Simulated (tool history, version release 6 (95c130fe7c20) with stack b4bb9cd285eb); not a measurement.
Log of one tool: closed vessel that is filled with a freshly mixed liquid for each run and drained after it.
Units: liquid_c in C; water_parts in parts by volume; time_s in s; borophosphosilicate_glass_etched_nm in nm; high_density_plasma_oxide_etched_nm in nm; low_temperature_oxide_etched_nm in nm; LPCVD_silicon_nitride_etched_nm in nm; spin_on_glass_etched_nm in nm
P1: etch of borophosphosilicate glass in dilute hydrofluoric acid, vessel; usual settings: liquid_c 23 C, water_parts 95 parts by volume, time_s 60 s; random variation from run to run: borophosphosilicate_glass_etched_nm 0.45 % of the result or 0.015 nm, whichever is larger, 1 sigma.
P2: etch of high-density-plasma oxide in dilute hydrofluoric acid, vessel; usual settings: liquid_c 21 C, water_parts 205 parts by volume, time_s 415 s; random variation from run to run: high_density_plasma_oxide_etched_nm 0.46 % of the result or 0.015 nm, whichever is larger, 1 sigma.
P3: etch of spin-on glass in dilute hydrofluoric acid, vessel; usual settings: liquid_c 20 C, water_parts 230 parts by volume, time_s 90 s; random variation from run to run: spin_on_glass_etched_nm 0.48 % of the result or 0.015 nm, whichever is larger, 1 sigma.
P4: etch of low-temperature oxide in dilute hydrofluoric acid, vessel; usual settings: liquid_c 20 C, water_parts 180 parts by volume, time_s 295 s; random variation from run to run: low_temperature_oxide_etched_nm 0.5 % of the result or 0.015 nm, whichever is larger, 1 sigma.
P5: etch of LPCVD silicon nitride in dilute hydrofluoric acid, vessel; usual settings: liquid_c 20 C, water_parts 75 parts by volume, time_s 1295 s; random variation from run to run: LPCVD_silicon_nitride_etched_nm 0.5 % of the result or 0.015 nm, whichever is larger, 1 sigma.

run,hour,process,liquid_c,water_parts,time_s,hours since the thermometer was replaced,hours since the hydrofluoric acid flow meter was replaced,borophosphosilicate_glass_etched_nm,high_density_plasma_oxide_etched_nm,low_temperature_oxide_etched_nm,LPCVD_silicon_nitride_etched_nm,spin_on_glass_etched_nm
1,3.6,P1,23,95,60,1478.6,1274.3,17.063,,,,
2,9.7,P1,17,95,100,1484.7,1280.4,22.399,,,,
3,14.1,P1,23,95,60,1489.1,1284.8,17.267,,,,
4,20.5,P1,23,95,60,1495.5,1291.2,17.065,,,,
5,26.3,P1,17,95,60,1501.3,1297,13.49,,,,
# hour 33.5: thermometer replaced
6,33.5,P2,21,110,415,0,1304.2,,25.317,,,
7,41.2,P4,20,40,295,7.7,1311.9,,,96.961,,
# hour 41.3: hydrofluoric acid flow meter replaced
8,47.9,P1,23,95,60,14.4,6.7,17.218,,,,
9,54.5,P2,21,205,415,21,13.3,,12.284,,,
10,58.4,P5,20,75,2430,24.9,17.2,,,,13.056,
11,65.9,P4,20,180,295,32.4,24.7,,,18.526,,
12,73.7,P2,21,205,195,40.2,32.5,,5.6987,,,
13,79.5,P1,23,95,60,46,38.3,17.186,,,,
14,83.5,P1,23,60,60,50,42.3,28.54,,,,
15,89.8,P4,20,180,295,56.3,48.6,,,18.604,,
16,96.7,P1,23,95,60,63.2,55.5,17.222,,,,
17,103.3,P2,17,205,415,69.8,62.1,,10.504,,,
18,106.7,P3,25.5,230,90,73.2,65.5,,,,,17.359
19,114.1,P5,17,75,1295,80.6,72.9,,,,5.6259,
20,120.9,P3,20,230,165,87.4,79.7,,,,,25.971
21,128.4,P4,17,180,295,94.9,87.2,,,16.434,,
22,132.9,P1,23,95,90,99.4,91.7,25.85,,,,
23,136.4,P5,20,20,1295,102.9,95.2,,,,24.789,
24,143.5,P1,30,95,60,110,102.3,22.462,,,,
25,148.1,P3,20,230,90,114.6,106.9,,,,,14.188
26,152.1,P1,23,160,60,118.6,110.9,9.4803,,,,
27,158.6,P4,20,180,580,125.1,117.4,,,36.025,,
28,165.7,P3,20,230,90,132.2,124.5,,,,,14.183
29,171.5,P1,23,95,35,138,130.3,10.038,,,,
30,177.9,P3,20,105,90,144.4,136.7,,,,,35.063
31,181.6,P5,20,75,1295,148.1,140.4,,,,6.9675,
32,188.6,P1,23,95,60,155.1,147.4,17.252,,,,
33,195.7,P1,23,95,60,162.2,154.5,17.714,,,,
34,199.3,P1,23,95,60,165.8,158.1,17.929,,,,
35,203.9,P1,23,95,60,170.4,162.7,18.036,,,,
36,209.3,P1,23,95,60,175.8,168.1,18.022,,,,
37,216.6,P1,23,95,60,183.1,175.4,18.399,,,,
38,224,P1,23,95,60,190.5,182.8,18.227,,,,
39,229.6,P1,23,95,60,196.1,188.4,18.551,,,,
40,233.7,P1,23,95,60,200.2,192.5,18.521,,,,
41,240.4,P1,23,95,60,206.9,199.2,18.355,,,,
42,247.5,P1,23,95,60,214,206.3,18.472,,,,

What P1 gives has crept away from where it was. These 2 causes fit the log equally well, each at the size given:
A: hydrofluoric acid flow above the setpoint (%) = 6.45
B: liquid hotter than its thermometer reads (K) = 1.75
The creep began at about hour 188.6.

4 check runs are offered, one wafer each, their results left as question marks. Which one tells the causes apart?
check 1,254.6,P4,20,80,545,,,,,?,,
check 2,254.6,P2,17,205,415,,,,?,,,
check 3,254.6,P3,20,135,90,,,,,,,?
check 4,254.6,P5,17,75,2345,,,,,,?,

What each check would give under each cause:
check,result,if A,if B
check 1,low_temperature_oxide_etched_nm,91.44,91.819
check 2,high_density_plasma_oxide_etched_nm,11.312,11.256
check 3,spin_on_glass_etched_nm,28.471,28.427
check 4,LPCVD_silicon_nitride_etched_nm,10.886,11.58
How far apart the two closest causes lie, in the result that separates them most: check 1 0.41 %; check 2 0.49 %; check 3 0.15 %; check 4 6.18 %
Only check 4 tells the causes apart: in the others they would give nearly the same result.

Then check 4 was run and gave: LPCVD_silicon_nitride_etched_nm 11.484 nm. Which cause is it?

It is B: liquid hotter than its thermometer reads (K).
